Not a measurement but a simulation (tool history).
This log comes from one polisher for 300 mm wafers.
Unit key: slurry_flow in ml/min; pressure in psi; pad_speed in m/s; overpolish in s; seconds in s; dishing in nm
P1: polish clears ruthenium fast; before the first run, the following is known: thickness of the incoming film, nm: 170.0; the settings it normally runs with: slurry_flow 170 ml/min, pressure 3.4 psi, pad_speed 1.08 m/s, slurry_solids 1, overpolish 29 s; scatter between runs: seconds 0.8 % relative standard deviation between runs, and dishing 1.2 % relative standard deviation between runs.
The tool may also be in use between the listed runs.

Run 1, hour 6.6: slurry_flow 170 ml/min, pressure 3.4 psi, pad_speed 1.08 m/s, slurry_solids 1, overpolish 29 s. Result: seconds 34.735 s, dishing 82.367 nm.
Run 2, hour 16: slurry_flow 170 ml/min, pressure 3.4 psi, pad_speed 1.08 m/s, slurry_solids 1.45, overpolish 29 s. Result: seconds 29.398 s, dishing 87 nm.
Run 3, hour 26: slurry_flow 120 ml/min, pressure 3.4 psi, pad_speed 1.08 m/s, slurry_solids 0.8, overpolish 29 s. Result: seconds 40.541 s, dishing 71.923 nm.
Run 4, hour 30.6: slurry_flow 170 ml/min, pressure 3.4 psi, pad_speed 1.08 m/s, slurry_solids 1, overpolish 29 s. Result: seconds 34.471 s, dishing 79.478 nm.
Run 5, hour 40: slurry_flow 170 ml/min, pressure 5 psi, pad_speed 1.08 m/s, slurry_solids 1, overpolish 29 s. Result: seconds 23.439 s, dishing 99.378 nm.
Run 6, hour 48.1: slurry_flow 260 ml/min, pressure 3.4 psi, pad_speed 1.08 m/s, slurry_solids 1, overpolish 29 s. Result: seconds 32.874 s, dishing 83.536 nm.
Run 7, hour 54.7: slurry_flow 170 ml/min, pressure 3.4 psi, pad_speed 1.7 m/s, slurry_solids 1, overpolish 29 s. Result: seconds 21.872 s, dishing 101.95 nm.
Run 8, hour 60.9: slurry_flow 100 ml/min, pressure 3.4 psi, pad_speed 1.08 m/s, slurry_solids 1, overpolish 29 s. Result: seconds 37.901 s, dishing 75.632 nm.
Run 9, hour 66.6: slurry_flow 170 ml/min, pressure 3.4 psi, pad_speed 0.76 m/s, slurry_solids 1, overpolish 29 s. Result: seconds 48.79 s, dishing 64.712 nm.
Run 10, hour 73.4: slurry_flow 170 ml/min, pressure 3.4 psi, pad_speed 1.08 m/s, slurry_solids 1, overpolish 48 s. Result: seconds 34.375 s, dishing 103.81 nm.
Run 11, hour 80.5: slurry_flow 170 ml/min, pressure 3.4 psi, pad_speed 1.08 m/s, slurry_solids 0.5, overpolish 29 s. Result: seconds 49.403 s, dishing 62.881 nm.
Run 12, hour 89.6: slurry_flow 170 ml/min, pressure 2.2 psi, pad_speed 1.08 m/s, slurry_solids 1, overpolish 29 s. Result: seconds 52.981 s, dishing 60.813 nm.
Run 13, hour 94.6: slurry_flow 170 ml/min, pressure 3.4 psi, pad_speed 1.08 m/s, slurry_solids 1, overpolish 9 s. Result: seconds 34.598 s, dishing 33.728 nm.
At hour 99.4: slurry nozzle cleaned.
Run 14, hour 99.4: slurry_flow 170 ml/min, pressure 1.8 psi, pad_speed 0.64 m/s, slurry_solids 1, overpolish 29 s. Result: seconds 110.35 s, dishing 33.98 nm.
Run 15, hour 107.3: slurry_flow 170 ml/min, pressure 3.4 psi, pad_speed 1.08 m/s, slurry_solids 1, overpolish 29 s. Result: seconds 34.417 s, dishing 80.88 nm.
Run 16, hour 113: slurry_flow 170 ml/min, pressure 3.4 psi, pad_speed 1.08 m/s, slurry_solids 0.55, overpolish 40 s. Result: seconds 47.188 s, dishing 80.347 nm.
Run 17, hour 119.9: slurry_flow 170 ml/min, pressure 3.4 psi, pad_speed 1.08 m/s, slurry_solids 1, overpolish 29 s. Result: seconds 34.375 s, dishing 80.635 nm.
Run 18, hour 128: slurry_flow 170 ml/min, pressure 3.4 psi, pad_speed 1.08 m/s, slurry_solids 1, overpolish 29 s. Result: seconds 34.813 s, dishing 81.536 nm.
Run 19, hour 134.1: slurry_flow 170 ml/min, pressure 3.4 psi, pad_speed 1.08 m/s, slurry_solids 1, overpolish 29 s. Result: seconds 35.3 s, dishing 79.499 nm.
Run 20, hour 138.7: slurry_flow 170 ml/min, pressure 3.4 psi, pad_speed 1.08 m/s, slurry_solids 1, overpolish 29 s. Result: seconds 35.526 s, dishing 79.245 nm.
Run 21, hour 145.5: slurry_flow 170 ml/min, pressure 3.4 psi, pad_speed 1.08 m/s, slurry_solids 1, overpolish 29 s. Result: seconds 35.956 s, dishing 78.403 nm.
Run 22, hour 154.6: slurry_flow 170 ml/min, pressure 3.4 psi, pad_speed 1.08 m/s, slurry_solids 1, overpolish 29 s. Result: seconds 36.574 s, dishing 78.318 nm.
Run 23, hour 161.9: slurry_flow 170 ml/min, pressure 3.4 psi, pad_speed 1.08 m/s, slurry_solids 1, overpolish 29 s. Result: seconds 36.806 s, dishing 77.206 nm.
Run 24, hour 171.6: slurry_flow 170 ml/min, pressure 3.4 psi, pad_speed 1.08 m/s, slurry_solids 1, overpolish 29 s. Result: seconds 37.501 s, dishing 78.914 nm.
At hour 175.3: slurry blender recalibrated.
Run 25, hour 180.5: slurry_flow 170 ml/min, pressure 3.4 psi, pad_speed 1.08 m/s, slurry_solids 1, overpolish 29 s. Result: seconds 37.616 s, dishing 78.246 nm.
At hour 180.8: head pressure recalibrated.
Run 26, hour 189.6: slurry_flow 170 ml/min, pressure 3.4 psi, pad_speed 1.08 m/s, slurry_solids 1, overpolish 29 s. Result: seconds 37.808 s, dishing 75.838 nm.
Run 27, hour 199.4: slurry_flow 170 ml/min, pressure 3.4 psi, pad_speed 1.08 m/s, slurry_solids 1, overpolish 29 s. Result: seconds 36.881 s, dishing 77.515 nm.
Run 28, hour 206.7: slurry_flow 170 ml/min, pressure 3.4 psi, pad_speed 1.08 m/s, slurry_solids 1, overpolish 29 s. Result: seconds 36.607 s, dishing 76.536 nm.

P1 has crept away from where it was. The log is fitted equally well by each of these 2 causes, at the sizes shown:
A: removal rate lost through wear of the pad, % = 8.09
B: slurry flow missing at the pad, % = 35.8
At approximately hour 128, the process output began to creep.
All other causes, with the reason each is excluded:
head's pressure below its setpoint, %: serviced at hour 180.8, after the drift had started, without restoring the earlier output
abrasive missing from the slurry, %: serviced at hour 175.3, after the drift had started, without restoring the earlier output

Of the 4 check runs below, each run on 5 wafers with the results averaged and each result still a question mark, which one would tell the listed causes apart?
Run check 1, hour 214: slurry_flow 250 ml/min, pressure 3.4 psi, pad_speed 1.08 m/s, slurry_solids 1, overpolish 29 s. Result: seconds ?, dishing ?.
Run check 2, hour 214: slurry_flow 170 ml/min, pressure 3.4 psi, pad_speed 1.6 m/s, slurry_solids 1, overpolish 29 s. Result: seconds ?, dishing ?.
Run check 3, hour 214: slurry_flow 170 ml/min, pressure 3.4 psi, pad_speed 1.08 m/s, slurry_solids 1.4, overpolish 19 s. Result: seconds ?, dishing ?.
Run check 4, hour 214: slurry_flow 170 ml/min, pressure 3.4 psi, pad_speed 1.68 m/s, slurry_solids 1, overpolish 9 s. Result: seconds ?, dishing ?.

Outcome of each check run for each possible cause:
  check   result    if A    if B
check 1  seconds  35.611  34.719
check 1  dishing  79.128  80.328
check 2  seconds  25.267  25.265
check 2  dishing  95.137   95.14
check 3  seconds  32.571  32.569
check 3  dishing  63.732  63.735
check 4  seconds  24.064  24.062
check 4  dishing  45.677  45.679
Minimum pairwise separation of causes per check, each pair taken at its best-separating result: check 1 2.54 %; check 2 0.01 %; check 3 0.01 %; check 4 0.01 %
Check 1 tells the causes apart: in the others they would give nearly the same result.

With check 1 done, the readings were: seconds 35.514 s; dishing 78.799 nm. Identify which of the listed causes applies.

It was cause A: removal rate lost through wear of the pad, %.
